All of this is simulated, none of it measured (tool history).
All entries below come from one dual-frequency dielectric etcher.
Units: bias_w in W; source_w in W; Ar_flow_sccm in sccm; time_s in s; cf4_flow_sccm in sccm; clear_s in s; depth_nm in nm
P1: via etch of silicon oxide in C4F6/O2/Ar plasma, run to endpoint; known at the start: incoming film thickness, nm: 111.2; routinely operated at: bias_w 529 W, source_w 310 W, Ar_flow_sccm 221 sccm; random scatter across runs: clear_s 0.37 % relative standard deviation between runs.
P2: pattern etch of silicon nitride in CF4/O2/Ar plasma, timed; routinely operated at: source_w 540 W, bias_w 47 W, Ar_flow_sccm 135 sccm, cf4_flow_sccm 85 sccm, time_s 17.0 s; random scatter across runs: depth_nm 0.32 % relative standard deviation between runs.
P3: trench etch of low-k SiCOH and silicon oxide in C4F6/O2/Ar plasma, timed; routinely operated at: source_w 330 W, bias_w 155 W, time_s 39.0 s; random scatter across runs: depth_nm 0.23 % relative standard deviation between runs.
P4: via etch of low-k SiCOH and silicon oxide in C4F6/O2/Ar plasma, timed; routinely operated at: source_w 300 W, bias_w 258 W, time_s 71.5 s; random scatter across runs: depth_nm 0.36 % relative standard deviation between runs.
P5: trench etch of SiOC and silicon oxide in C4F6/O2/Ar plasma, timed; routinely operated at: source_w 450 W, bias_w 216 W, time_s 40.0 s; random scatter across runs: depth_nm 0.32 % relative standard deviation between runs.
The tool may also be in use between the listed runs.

run 1 day=0.271 | process=P1 bias_w=529 source_w=310 Ar_flow_sccm=221 | clear_s=25.136
run 2 day=0.717 | process=P1 bias_w=685 source_w=310 Ar_flow_sccm=221 | clear_s=22.742
run 3 day=1.033 | process=P5 bias_w=129 source_w=450 time_s=40.0 | depth_nm=74.529
run 4 day=1.483 | process=P2 bias_w=47 source_w=540 Ar_flow_sccm=135 time_s=24.5 cf4_flow_sccm=85 | depth_nm=45.200
run 5 day=1.725 | process=P1 bias_w=529 source_w=310 Ar_flow_sccm=263 | clear_s=25.603
run 6 day=2.146 | process=P4 bias_w=316 source_w=300 time_s=71.5 | depth_nm=220.640
run 7 day=2.479 | process=P5 bias_w=216 source_w=590 time_s=40.0 | depth_nm=97.099
run 8 day=2.729 | process=P2 bias_w=47 source_w=540 Ar_flow_sccm=135 time_s=17.0 cf4_flow_sccm=118 | depth_nm=32.713
run 9 day=2.983 | process=P1 bias_w=529 source_w=310 Ar_flow_sccm=221 | clear_s=24.925
run 10 day=3.204 | process=P1 bias_w=529 source_w=390 Ar_flow_sccm=221 | clear_s=23.040
run 11 day=3.596 | process=P1 bias_w=651 source_w=220 Ar_flow_sccm=221 | clear_s=25.981
run 12 day=4.042 | process=P4 bias_w=258 source_w=300 time_s=49.0 | depth_nm=142.500
run 13 day=4.429 | process=P4 bias_w=258 source_w=300 time_s=71.5 | depth_nm=205.690
run 14 day=4.779 | process=P3 bias_w=155 source_w=330 time_s=39.0 | depth_nm=104.600
run 15 day=5.017 | process=P2 bias_w=47 source_w=540 Ar_flow_sccm=135 time_s=17.0 cf4_flow_sccm=85 | depth_nm=31.620
run 16 day=5.296 | process=P1 bias_w=529 source_w=310 Ar_flow_sccm=221 | clear_s=25.043
run 17 day=5.638 | process=P5 bias_w=216 source_w=450 time_s=40.0 | depth_nm=88.211
run 18 day=6.008 | process=P1 bias_w=529 source_w=310 Ar_flow_sccm=221 | clear_s=24.972
run 19 day=6.454 | process=P1 bias_w=529 source_w=250 Ar_flow_sccm=221 | clear_s=27.038
run 20 day=6.733 | process=P1 bias_w=529 source_w=310 Ar_flow_sccm=221 | clear_s=25.098
run 21 day=6.975 | process=P3 bias_w=155 source_w=330 time_s=39.0 | depth_nm=103.880
run 22 day=7.325 | process=P3 bias_w=120 source_w=330 time_s=39.0 | depth_nm=95.921
run 23 day=7.729 | process=P2 bias_w=47 source_w=430 Ar_flow_sccm=135 time_s=17.0 cf4_flow_sccm=85 | depth_nm=25.669
run 24 day=7.971 | process=P2 bias_w=47 source_w=540 Ar_flow_sccm=135 time_s=17.0 cf4_flow_sccm=85 | depth_nm=31.318

Run 25 is up next; what results do you expect?
-- day=8.042 bias power generator calibrated
run 25 day=8.462 | process=P1 bias_w=336 source_w=310 Ar_flow_sccm=221 | clear_s=?

{"run 25": {"clear_s": 29.53}}
